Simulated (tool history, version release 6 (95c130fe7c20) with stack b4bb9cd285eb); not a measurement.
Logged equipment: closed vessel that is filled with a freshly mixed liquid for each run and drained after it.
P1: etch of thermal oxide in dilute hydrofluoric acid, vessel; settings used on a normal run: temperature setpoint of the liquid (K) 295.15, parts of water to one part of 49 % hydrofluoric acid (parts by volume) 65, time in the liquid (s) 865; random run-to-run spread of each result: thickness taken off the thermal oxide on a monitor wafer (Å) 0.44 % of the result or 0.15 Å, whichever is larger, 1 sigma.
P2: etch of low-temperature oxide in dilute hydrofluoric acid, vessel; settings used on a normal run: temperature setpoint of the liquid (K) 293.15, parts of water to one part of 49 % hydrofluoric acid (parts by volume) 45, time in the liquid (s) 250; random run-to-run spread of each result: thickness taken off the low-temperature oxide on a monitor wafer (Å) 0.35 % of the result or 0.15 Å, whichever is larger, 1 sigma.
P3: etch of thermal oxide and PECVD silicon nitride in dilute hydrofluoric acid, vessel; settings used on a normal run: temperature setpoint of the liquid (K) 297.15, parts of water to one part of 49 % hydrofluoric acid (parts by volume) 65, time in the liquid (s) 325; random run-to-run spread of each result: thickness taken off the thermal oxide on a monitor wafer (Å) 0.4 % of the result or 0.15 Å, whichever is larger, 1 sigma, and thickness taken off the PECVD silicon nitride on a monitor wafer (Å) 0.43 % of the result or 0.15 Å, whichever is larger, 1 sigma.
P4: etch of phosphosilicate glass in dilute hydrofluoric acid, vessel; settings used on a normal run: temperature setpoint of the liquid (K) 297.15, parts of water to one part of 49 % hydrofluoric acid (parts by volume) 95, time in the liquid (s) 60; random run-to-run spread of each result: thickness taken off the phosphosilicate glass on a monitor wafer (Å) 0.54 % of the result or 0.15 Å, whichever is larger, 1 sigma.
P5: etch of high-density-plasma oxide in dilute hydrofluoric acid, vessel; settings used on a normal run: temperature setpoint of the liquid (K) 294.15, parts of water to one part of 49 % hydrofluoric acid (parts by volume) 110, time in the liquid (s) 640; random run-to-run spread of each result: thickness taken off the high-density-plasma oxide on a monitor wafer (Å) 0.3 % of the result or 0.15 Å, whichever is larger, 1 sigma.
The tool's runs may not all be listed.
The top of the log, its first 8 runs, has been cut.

run,hour,process that ran,temperature setpoint of the liquid (K),parts of water to one part of 49 % hydrofluoric acid (parts by volume),time in the liquid (s),hours since the thermometer was replaced,hours since the hydrofluoric acid flow meter was replaced,thickness taken off the thermal oxide on a monitor wafer (Å),thickness taken off the phosphosilicate glass on a monitor wafer (Å),thickness taken off the low-temperature oxide on a monitor wafer (Å),thickness taken off the PECVD silicon nitride on a monitor wafer (Å),thickness taken off the high-density-plasma oxide on a monitor wafer (Å)
9,118.7,P1,295.15,65,1355,488.2,24.7,909.660,,,,
10,128.3,P2,293.15,20,250,497.8,34.3,,,1268.30,,
11,136.2,P3,297.15,65,325,505.7,42.2,228.500,,,105.290,
12,152.6,P1,295.15,25,865,522.1,58.6,1581.700,,,,
13,166.0,P2,293.15,45,365,535.5,72.0,,,798.70,,
14,183.2,P2,298.15,45,250,552.7,89.2,,,674.50,,
15,196.1,P2,293.15,45,250,565.6,102.1,,,542.49,,
16,208.1,P5,294.15,110,640,577.6,114.1,,,,,413.47
17,222.3,P1,295.15,65,865,591.8,128.3,581.820,,,,
18,240.1,P5,299.65,110,640,609.6,146.1,,,,,510.84
19,254.9,P4,297.15,95,100,624.4,160.9,,2035.6,,,
20,263.9,P2,293.15,45,250,633.4,169.9,,,544.33,,
# hour 270.5: thermometer replaced
21,276.9,P4,297.15,95,60,6.5,182.9,,1213.7,,,
22,286.1,P3,297.15,65,35,15.7,192.1,24.655,,,11.545,
23,299.3,P3,290.15,65,325,28.9,205.3,173.070,,,65.735,
24,309.2,P1,295.15,65,90,38.8,215.2,59.884,,,,
25,321.0,P3,297.15,25,325,50.6,227.0,632.580,,,265.450,
26,334.7,P1,295.15,65,865,64.3,240.7,577.800,,,,
27,343.9,P1,295.15,65,865,73.5,249.9,574.030,,,,
28,352.5,P5,294.15,30,640,82.1,258.5,,,,,1662.00
29,364.4,P5,294.15,110,1210,94.0,270.4,,,,,775.64
30,375.3,P1,299.15,100,865,104.9,281.3,421.510,,,,

The next listed run, before its measurement:
31,391.4,P1,295.15,90,865,121.0,297.4,?,,,,

{"run 31": {"thickness taken off the thermal oxide on a monitor wafer (Å)": 404.23}}
